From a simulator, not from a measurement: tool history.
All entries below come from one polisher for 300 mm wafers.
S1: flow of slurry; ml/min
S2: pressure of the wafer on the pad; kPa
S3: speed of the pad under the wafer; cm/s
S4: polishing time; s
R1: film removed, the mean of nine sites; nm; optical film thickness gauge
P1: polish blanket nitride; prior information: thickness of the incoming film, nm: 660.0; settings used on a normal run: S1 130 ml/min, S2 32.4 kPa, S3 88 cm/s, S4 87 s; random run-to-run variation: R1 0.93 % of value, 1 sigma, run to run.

run 1 hour=9.9 | S1=130 S2=32.4 S3=88 S4=87 | R1=162.06
run 2 hour=23.8 | S1=130 S2=32.4 S3=128 S4=87 | R1=219.65
-- hour=34.1 head pressure recalibrated
run 3 hour=35.8 | S1=130 S2=17.9 S3=88 S4=87 | R1=91.08
run 4 hour=42.6 | S1=205 S2=32.4 S3=88 S4=87 | R1=178.67
run 5 hour=54.1 | S1=130 S2=32.4 S3=88 S4=121 | R1=225.3
-- hour=58.6 slurry nozzle cleaned
run 6 hour=66.3 | S1=80 S2=32.4 S3=88 S4=87 | R1=146.85
run 7 hour=76.2 | S1=130 S2=32.4 S3=88 S4=87 | R1=162.69
run 8 hour=89.9 | S1=130 S2=32.4 S3=88 S4=87 | R1=162.55
run 9 hour=103.8 | S1=130 S2=32.4 S3=88 S4=47 | R1=88.099
run 10 hour=115.7 | S1=130 S2=32.4 S3=88 S4=87 | R1=160.8
run 11 hour=124.4 | S1=130 S2=50.3 S3=88 S4=87 | R1=253.12
run 12 hour=132.5 | S1=130 S2=32.4 S3=88 S4=87 | R1=167.48
run 13 hour=144.8 | S1=130 S2=32.4 S3=46 S4=87 | R1=97.855
run 14 hour=154.9 | S1=130 S2=32.4 S3=88 S4=87 | R1=162.14
run 15 hour=163.9 | S1=190 S2=44.8 S3=88 S4=87 | R1=239.77
run 16 hour=175.5 | S1=130 S2=32.4 S3=88 S4=87 | R1=162.24

The next listed run, before its measurement:
run 17 hour=186.8 | S1=130 S2=32.4 S3=88 S4=87 | R1=?

Run 17 came out at R1 154.77 nm.
